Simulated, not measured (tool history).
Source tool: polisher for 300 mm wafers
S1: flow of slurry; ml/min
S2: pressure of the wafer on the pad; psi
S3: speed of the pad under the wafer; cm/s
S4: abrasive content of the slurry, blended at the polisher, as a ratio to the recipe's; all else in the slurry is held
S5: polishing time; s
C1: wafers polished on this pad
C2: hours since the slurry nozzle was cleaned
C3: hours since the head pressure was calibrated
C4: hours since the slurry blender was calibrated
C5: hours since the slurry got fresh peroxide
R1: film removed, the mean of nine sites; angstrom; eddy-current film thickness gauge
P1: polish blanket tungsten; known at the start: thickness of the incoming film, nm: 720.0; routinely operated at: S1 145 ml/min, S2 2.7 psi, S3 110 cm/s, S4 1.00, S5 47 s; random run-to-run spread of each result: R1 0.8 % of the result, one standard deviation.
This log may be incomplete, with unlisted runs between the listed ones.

run	hour	S1	S2	S3	S4	S5	C1	C2	C3	C4	C5	R1
1	6.6	145	2.7	110	1.00	47	517	498.2	363.7	190.3	24.0	1628.90
2	10.3	145	2.7	110	1.00	47	554	501.9	367.4	194.0	27.7	1623.60
3	15.1	145	2.7	68	1.00	27	602	506.7	372.2	198.8	32.5	581.38
4	21.0	145	2.7	64	1.00	47	662	512.6	378.1	204.7	38.4	946.25
5	25.0	145	2.7	164	1.25	47	702	516.6	382.1	208.7	42.4	2578.60
6	29.6	220	2.7	110	1.00	47	749	521.2	386.7	213.3	47.0	1746.00
7	36.2	145	2.7	110	1.50	47	815	527.8	393.3	219.9	53.6	1799.70
8	42.3	145	2.7	110	1.00	24	877	533.9	399.4	226.0	59.7	836.55
9	47.0	145	2.7	156	1.00	47	924	538.6	404.1	230.7	64.4	2315.30
10	50.7	90	2.7	110	1.00	47	962	542.3	407.8	234.4	68.1	1464.10
11	58.0	145	3.4	110	1.00	47	1035	549.6	415.1	241.7	75.4	2053.70
12	62.8	145	2.7	110	1.00	47	1084	554.4	419.9	246.5	80.2	1625.40
13	68.2	145	1.5	110	1.00	47	1138	559.8	425.3	251.9	85.6	901.82
14	74.3	85	1.3	110	1.00	47	1200	565.9	431.4	258.0	91.7	685.50
15	81.0	145	2.7	110	1.00	47	1267	572.6	438.1	264.7	98.4	1620.10
16	87.3	145	2.7	110	0.55	47	1331	578.9	444.4	271.0	104.7	1440.30
# hour 92.6: worn pad replaced by a new one
17	94.3	145	2.7	110	1.00	47	18	585.9	451.4	278.0	111.7	1606.90
18	101.5	145	2.7	110	1.00	47	90	593.1	458.6	285.2	118.9	1660.70
19	108.4	145	2.7	110	1.00	74	160	600.0	465.5	292.1	125.8	2578.10
20	112.6	145	2.7	110	1.00	47	202	604.2	469.7	296.3	130.0	1617.70

Estimate the outcome of run 21 from the log above:
21	119.6	145	2.7	110	1.00	47	273	611.2	476.7	303.3	137.0	?

R1: 1553.50 angstrom

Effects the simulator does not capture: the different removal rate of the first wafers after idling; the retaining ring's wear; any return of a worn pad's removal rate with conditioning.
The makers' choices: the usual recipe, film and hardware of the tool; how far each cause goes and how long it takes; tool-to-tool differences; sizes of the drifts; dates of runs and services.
